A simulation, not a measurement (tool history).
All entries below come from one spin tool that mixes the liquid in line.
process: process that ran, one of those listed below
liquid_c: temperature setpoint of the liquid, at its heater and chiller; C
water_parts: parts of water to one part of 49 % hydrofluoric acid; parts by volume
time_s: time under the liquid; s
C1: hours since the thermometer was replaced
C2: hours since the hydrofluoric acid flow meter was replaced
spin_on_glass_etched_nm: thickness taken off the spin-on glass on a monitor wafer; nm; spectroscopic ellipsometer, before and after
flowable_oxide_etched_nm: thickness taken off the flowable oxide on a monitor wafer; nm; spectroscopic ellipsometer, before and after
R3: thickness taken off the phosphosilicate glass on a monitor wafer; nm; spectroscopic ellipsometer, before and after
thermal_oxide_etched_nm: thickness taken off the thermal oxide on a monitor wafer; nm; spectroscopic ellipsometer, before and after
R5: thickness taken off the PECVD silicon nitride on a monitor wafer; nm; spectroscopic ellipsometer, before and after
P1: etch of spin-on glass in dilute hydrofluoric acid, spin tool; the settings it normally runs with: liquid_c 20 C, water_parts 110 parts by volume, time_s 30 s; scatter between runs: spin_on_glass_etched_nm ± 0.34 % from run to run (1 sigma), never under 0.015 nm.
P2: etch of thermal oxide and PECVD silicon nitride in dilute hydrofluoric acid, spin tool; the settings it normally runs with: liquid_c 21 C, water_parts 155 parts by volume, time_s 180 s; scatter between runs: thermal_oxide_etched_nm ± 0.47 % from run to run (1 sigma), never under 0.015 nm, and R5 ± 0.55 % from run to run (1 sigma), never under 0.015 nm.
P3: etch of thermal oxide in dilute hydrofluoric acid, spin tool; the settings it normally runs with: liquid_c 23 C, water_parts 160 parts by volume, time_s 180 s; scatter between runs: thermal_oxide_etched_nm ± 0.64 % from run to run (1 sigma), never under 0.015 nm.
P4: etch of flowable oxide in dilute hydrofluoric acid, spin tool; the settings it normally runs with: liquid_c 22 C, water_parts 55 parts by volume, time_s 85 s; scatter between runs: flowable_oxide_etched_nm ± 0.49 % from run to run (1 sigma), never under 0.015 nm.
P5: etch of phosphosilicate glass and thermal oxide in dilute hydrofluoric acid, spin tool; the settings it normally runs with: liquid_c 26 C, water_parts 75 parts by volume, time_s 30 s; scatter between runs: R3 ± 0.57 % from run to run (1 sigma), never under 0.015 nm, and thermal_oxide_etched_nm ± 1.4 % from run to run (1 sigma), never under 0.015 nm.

Run 1, day 0.146: process P1, liquid_c 20 C, water_parts 110 parts by volume, time_s 30 s; C1 370.9; C2 376.1. Result: spin_on_glass_etched_nm 7.9735 nm.
Run 2, day 0.338: process P1, liquid_c 20 C, water_parts 110 parts by volume, time_s 30 s; C1 375.5; C2 380.7. Result: spin_on_glass_etched_nm 7.9796 nm.
Run 3, day 0.533: process P4, liquid_c 22 C, water_parts 55 parts by volume, time_s 85 s; C1 380.2; C2 385.4. Result: flowable_oxide_etched_nm 50.270 nm.
Run 4, day 0.783: process P5, liquid_c 32 C, water_parts 75 parts by volume, time_s 30 s; C1 386.2; C2 391.4. Result: R3 62.882 nm, thermal_oxide_etched_nm 2.57670 nm.
Run 5, day 1.021: process P1, liquid_c 20 C, water_parts 110 parts by volume, time_s 15 s; C1 391.9; C2 397.1. Result: spin_on_glass_etched_nm 4.0176 nm.
Run 6, day 1.271: process P5, liquid_c 26 C, water_parts 75 parts by volume, time_s 50 s; C1 397.9; C2 403.1. Result: R3 83.249 nm, thermal_oxide_etched_nm 3.41340 nm.
Run 7, day 1.442: process P3, liquid_c 28 C, water_parts 160 parts by volume, time_s 180 s; C1 402.0; C2 407.2. Result: thermal_oxide_etched_nm 5.64490 nm.
Run 8, day 1.725: process P4, liquid_c 22 C, water_parts 55 parts by volume, time_s 40 s; C1 408.8; C2 414.0. Result: flowable_oxide_etched_nm 23.579 nm.
Run 9, day 2.033: process P1, liquid_c 26 C, water_parts 110 parts by volume, time_s 30 s; C1 416.2; C2 421.4. Result: spin_on_glass_etched_nm 10.0660 nm.
Run 10, day 2.246: process P1, liquid_c 17 C, water_parts 110 parts by volume, time_s 30 s; C1 421.3; C2 426.5. Result: spin_on_glass_etched_nm 7.0412 nm.
Run 11, day 2.433: process P4, liquid_c 22 C, water_parts 85 parts by volume, time_s 85 s; C1 425.8; C2 431.0. Result: flowable_oxide_etched_nm 31.301 nm.
Run 12, day 2.721: process P1, liquid_c 20 C, water_parts 110 parts by volume, time_s 30 s; C1 432.7; C2 437.9. Result: spin_on_glass_etched_nm 7.9946 nm.
Run 13, day 2.912: process P1, liquid_c 20 C, water_parts 110 parts by volume, time_s 30 s; C1 437.3; C2 442.5. Result: spin_on_glass_etched_nm 7.9123 nm.
Run 14, day 3.150: process P1, liquid_c 20 C, water_parts 20 parts by volume, time_s 30 s; C1 443.0; C2 448.2. Result: spin_on_glass_etched_nm 48.9630 nm.
Run 15, day 3.333: process P3, liquid_c 23 C, water_parts 160 parts by volume, time_s 25 s; C1 447.4; C2 452.6. Result: thermal_oxide_etched_nm 0.63875 nm.
Run 16, day 3.521: process P1, liquid_c 20 C, water_parts 165 parts by volume, time_s 30 s; C1 451.9; C2 457.1. Result: spin_on_glass_etched_nm 5.0691 nm.
Run 17, day 3.842: process P3, liquid_c 23 C, water_parts 160 parts by volume, time_s 180 s; C1 459.6; C2 464.8. Result: thermal_oxide_etched_nm 4.69120 nm.
Run 18, day 4.125: process P1, liquid_c 20 C, water_parts 110 parts by volume, time_s 50 s; C1 466.4; C2 471.6. Result: spin_on_glass_etched_nm 13.2280 nm.
Run 19, day 4.379: process P5, liquid_c 26 C, water_parts 75 parts by volume, time_s 30 s; C1 472.5; C2 477.7. Result: R3 50.223 nm, thermal_oxide_etched_nm 2.07310 nm.

Estimate the outcome of run 20 from the log above:
Run 20, day 4.542: process P2, liquid_c 21 C, water_parts 155 parts by volume, time_s 180 s; C1 476.4; C2 481.6. Result: thermal_oxide_etched_nm ?, R5 ?.

thermal_oxide_etched_nm: 4.70330 nm
R5: 3.8216 nm
